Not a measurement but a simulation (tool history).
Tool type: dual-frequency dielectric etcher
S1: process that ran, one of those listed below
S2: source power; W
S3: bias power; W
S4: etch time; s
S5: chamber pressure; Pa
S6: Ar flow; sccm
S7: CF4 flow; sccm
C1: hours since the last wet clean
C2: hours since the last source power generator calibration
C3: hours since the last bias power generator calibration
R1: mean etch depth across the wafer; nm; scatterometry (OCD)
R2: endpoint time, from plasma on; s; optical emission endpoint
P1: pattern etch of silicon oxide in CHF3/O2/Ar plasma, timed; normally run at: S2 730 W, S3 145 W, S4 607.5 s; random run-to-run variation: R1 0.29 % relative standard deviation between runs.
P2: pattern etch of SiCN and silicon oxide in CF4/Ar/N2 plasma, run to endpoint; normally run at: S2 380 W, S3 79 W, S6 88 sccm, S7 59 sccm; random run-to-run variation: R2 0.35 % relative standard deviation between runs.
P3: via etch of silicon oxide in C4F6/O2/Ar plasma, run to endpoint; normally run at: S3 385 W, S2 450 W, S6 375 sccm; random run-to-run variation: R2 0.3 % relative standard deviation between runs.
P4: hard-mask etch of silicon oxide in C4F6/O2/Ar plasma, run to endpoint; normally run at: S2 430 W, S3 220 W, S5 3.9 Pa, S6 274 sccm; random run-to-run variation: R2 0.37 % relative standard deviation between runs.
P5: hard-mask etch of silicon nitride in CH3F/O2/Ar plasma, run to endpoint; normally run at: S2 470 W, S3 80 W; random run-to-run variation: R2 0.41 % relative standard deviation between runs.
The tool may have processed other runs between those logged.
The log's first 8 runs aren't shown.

| run | day | S1 | S2 | S3 | S4 | S5 | S6 | S7 | C1 | C2 | C3 | R1 | R2 |
|---|---|---|---|---|---|---|---|---|---|---|---|---|---|
| 9 | 2.704 | P1 | 730 | 100 | 607.5 |  |  |  | 266.7 | 526.4 | 1040.3 | 1044.4 |  |
| 10 | 2.962 | P3 | 450 | 385 |  |  | 375 |  | 272.9 | 532.6 | 1046.5 |  | 46.771 |
| 11 | 3.254 | P2 | 380 | 79 |  |  | 88 | 59 | 279.9 | 539.6 | 1053.5 |  | 22.160 |
| 12 | 3.512 | P1 | 730 | 201 | 607.5 |  |  |  | 286.1 | 545.8 | 1059.7 | 1298.2 |  |
| 13 | 3.796 | P1 | 730 | 145 | 866.0 |  |  |  | 292.9 | 552.6 | 1066.5 | 1666.5 |  |
| 14 | 4.004 | P1 | 730 | 145 | 607.5 |  |  |  | 297.9 | 557.6 | 1071.5 | 1166.7 |  |
| 15 | 4.279 | P3 | 450 | 385 |  |  | 232 |  | 304.5 | 564.2 | 1078.1 |  | 44.544 |
| 16 | 4.612 | P3 | 450 | 385 |  |  | 375 |  | 312.5 | 572.2 | 1086.1 |  | 46.790 |
| 17 | 4.971 | P2 | 380 | 79 |  |  | 88 | 43 | 321.1 | 580.8 | 1094.7 |  | 23.381 |
| 18 | 5.400 | P4 | 430 | 220 |  | 3.9 | 375 |  | 331.4 | 591.1 | 1105.0 |  | 93.272 |
| 19 | 5.750 | P2 | 260 | 79 |  |  | 88 | 59 | 339.8 | 599.5 | 1113.4 |  | 30.865 |
|  | 5.812 | bias power generator calibrated |
| 20 | 6.017 | P1 | 930 | 145 | 607.5 |  |  |  | 346.2 | 605.9 | 5.0 | 1288.8 |  |

Expected results for the next run?
| 21 | 6.262 | P3 | 450 | 533 |  |  | 375 |  | 352.1 | 611.8 | 10.9 |  | ? |

{"run 21": {"R2": 41.687}}
